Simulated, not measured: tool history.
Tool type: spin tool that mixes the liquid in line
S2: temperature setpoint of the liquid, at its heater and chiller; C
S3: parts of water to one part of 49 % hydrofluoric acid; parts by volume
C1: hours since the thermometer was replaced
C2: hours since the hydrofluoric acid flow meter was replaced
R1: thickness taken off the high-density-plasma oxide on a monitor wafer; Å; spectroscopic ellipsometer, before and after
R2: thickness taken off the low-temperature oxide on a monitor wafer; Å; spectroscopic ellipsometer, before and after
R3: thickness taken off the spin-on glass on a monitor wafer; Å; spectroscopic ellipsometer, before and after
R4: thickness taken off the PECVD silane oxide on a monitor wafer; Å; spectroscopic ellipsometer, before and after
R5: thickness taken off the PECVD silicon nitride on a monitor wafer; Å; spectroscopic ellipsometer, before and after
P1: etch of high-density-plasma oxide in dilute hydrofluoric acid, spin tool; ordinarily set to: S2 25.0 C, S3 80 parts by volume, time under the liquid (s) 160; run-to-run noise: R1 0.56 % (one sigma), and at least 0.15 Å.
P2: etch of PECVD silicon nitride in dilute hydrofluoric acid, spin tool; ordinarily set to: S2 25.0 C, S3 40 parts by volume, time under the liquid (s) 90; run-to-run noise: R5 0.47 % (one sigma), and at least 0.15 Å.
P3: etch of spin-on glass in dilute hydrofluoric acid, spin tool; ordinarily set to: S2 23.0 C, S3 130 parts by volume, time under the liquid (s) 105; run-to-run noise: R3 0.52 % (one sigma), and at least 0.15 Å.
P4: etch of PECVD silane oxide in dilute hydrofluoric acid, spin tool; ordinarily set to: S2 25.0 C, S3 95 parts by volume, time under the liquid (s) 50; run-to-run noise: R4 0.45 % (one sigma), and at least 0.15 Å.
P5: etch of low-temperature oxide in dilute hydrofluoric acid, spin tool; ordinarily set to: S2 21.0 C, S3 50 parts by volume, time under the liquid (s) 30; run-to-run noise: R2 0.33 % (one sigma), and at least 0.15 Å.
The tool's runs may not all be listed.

{"run": 1, "hour": 9.7, "process that ran": "P1", "S2": 25.0, "S3": 80, "time under the liquid (s)": 160, "C1": 769.5, "C2": 269.3, "R1": 155.57}
{"run": 2, "hour": 21.2, "process that ran": "P1", "S2": 25.0, "S3": 80, "time under the liquid (s)": 160, "C1": 781.0, "C2": 280.8, "R1": 155.39}
{"run": 3, "hour": 39.1, "process that ran": "P1", "S2": 25.0, "S3": 40, "time under the liquid (s)": 70, "C1": 798.9, "C2": 298.7, "R1": 142.17}
{"run": 4, "hour": 48.5, "process that ran": "P5", "S2": 21.0, "S3": 85, "time under the liquid (s)": 30, "C1": 808.3, "C2": 308.1, "R2": 107.37}
{"run": 5, "hour": 60.6, "process that ran": "P1", "S2": 25.0, "S3": 80, "time under the liquid (s)": 160, "C1": 820.4, "C2": 320.2, "R1": 156.47}
{"run": 6, "hour": 73.5, "process that ran": "P3", "S2": 23.0, "S3": 20, "time under the liquid (s)": 105, "C1": 833.3, "C2": 333.1, "R3": 3778.4}
{"run": 7, "hour": 88.5, "process that ran": "P5", "S2": 21.0, "S3": 50, "time under the liquid (s)": 55, "C1": 848.3, "C2": 348.1, "R2": 348.32}
{"run": 8, "hour": 106.0, "process that ran": "P3", "S2": 23.0, "S3": 130, "time under the liquid (s)": 105, "C1": 865.8, "C2": 365.6, "R3": 504.15}
{"run": 9, "hour": 119.2, "process that ran": "P4", "S2": 17.0, "S3": 95, "time under the liquid (s)": 50, "C1": 879.0, "C2": 378.8, "R4": 101.83}
{"run": 10, "hour": 137.6, "process that ran": "P1", "S2": 25.0, "S3": 80, "time under the liquid (s)": 160, "C1": 897.4, "C2": 397.2, "R1": 155.46}
{"run": 11, "hour": 155.8, "process that ran": "P4", "S2": 25.0, "S3": 95, "time under the liquid (s)": 15, "C1": 915.6, "C2": 415.4, "R4": 42.321}
{"run": 12, "hour": 174.0, "process that ran": "P1", "S2": 25.0, "S3": 80, "time under the liquid (s)": 160, "C1": 933.8, "C2": 433.6, "R1": 155.98}
{"run": 13, "hour": 187.2, "process that ran": "P4", "S2": 25.0, "S3": 95, "time under the liquid (s)": 50, "C1": 947.0, "C2": 446.8, "R4": 142.92}
{"run": 14, "hour": 204.3, "process that ran": "P4", "S2": 25.0, "S3": 95, "time under the liquid (s)": 50, "C1": 964.1, "C2": 463.9, "R4": 141.35}
{"run": 15, "hour": 212.8, "process that ran": "P1", "S2": 25.0, "S3": 115, "time under the liquid (s)": 160, "C1": 972.6, "C2": 472.4, "R1": 103.79}
{"run": 16, "hour": 227.4, "process that ran": "P3", "S2": 23.0, "S3": 130, "time under the liquid (s)": 105, "C1": 987.2, "C2": 487.0, "R3": 507.56}
{"run": 17, "hour": 243.0, "process that ran": "P1", "S2": 25.0, "S3": 80, "time under the liquid (s)": 230, "C1": 1002.8, "C2": 502.6, "R1": 224.07}
{"run": 18, "hour": 253.6, "process that ran": "P2", "S2": 25.0, "S3": 60, "time under the liquid (s)": 90, "C1": 1013.4, "C2": 513.2, "R5": 62.978}
{"run": 19, "hour": 263.9, "process that ran": "P2", "S2": 31.5, "S3": 40, "time under the liquid (s)": 90, "C1": 1023.7, "C2": 523.5, "R5": 142.88}
{"run": 20, "hour": 275.3, "process that ran": "P3", "S2": 17.0, "S3": 130, "time under the liquid (s)": 105, "C1": 1035.1, "C2": 534.9, "R3": 394.53}
{"run": 21, "hour": 285.8, "process that ran": "P1", "S2": 25.0, "S3": 80, "time under the liquid (s)": 30, "C1": 1045.6, "C2": 545.4, "R1": 29.323}
{"run": 22, "hour": 293.9, "process that ran": "P1", "S2": 25.0, "S3": 25, "time under the liquid (s)": 160, "C1": 1053.7, "C2": 553.5, "R1": 538.51}
{"run": 23, "hour": 310.1, "process that ran": "P5", "S2": 21.0, "S3": 50, "time under the liquid (s)": 30, "C1": 1069.9, "C2": 569.7, "R2": 190.24}
{"run": 24, "hour": 318.8, "process that ran": "P1", "S2": 20.5, "S3": 80, "time under the liquid (s)": 160, "C1": 1078.6, "C2": 578.4, "R1": 129.37}
{"run": 25, "hour": 328.3, "process that ran": "P1", "S2": 18.0, "S3": 50, "time under the liquid (s)": 160, "C1": 1088.1, "C2": 587.9, "R1": 195.07}

What will run 26 give?
{"run": 26, "hour": 337.3, "process that ran": "P2", "S2": 25.0, "S3": 40, "time under the liquid (s)": 90, "C1": 1097.1, "C2": 596.9, "R5": "?"}

R5: 93.743 Å
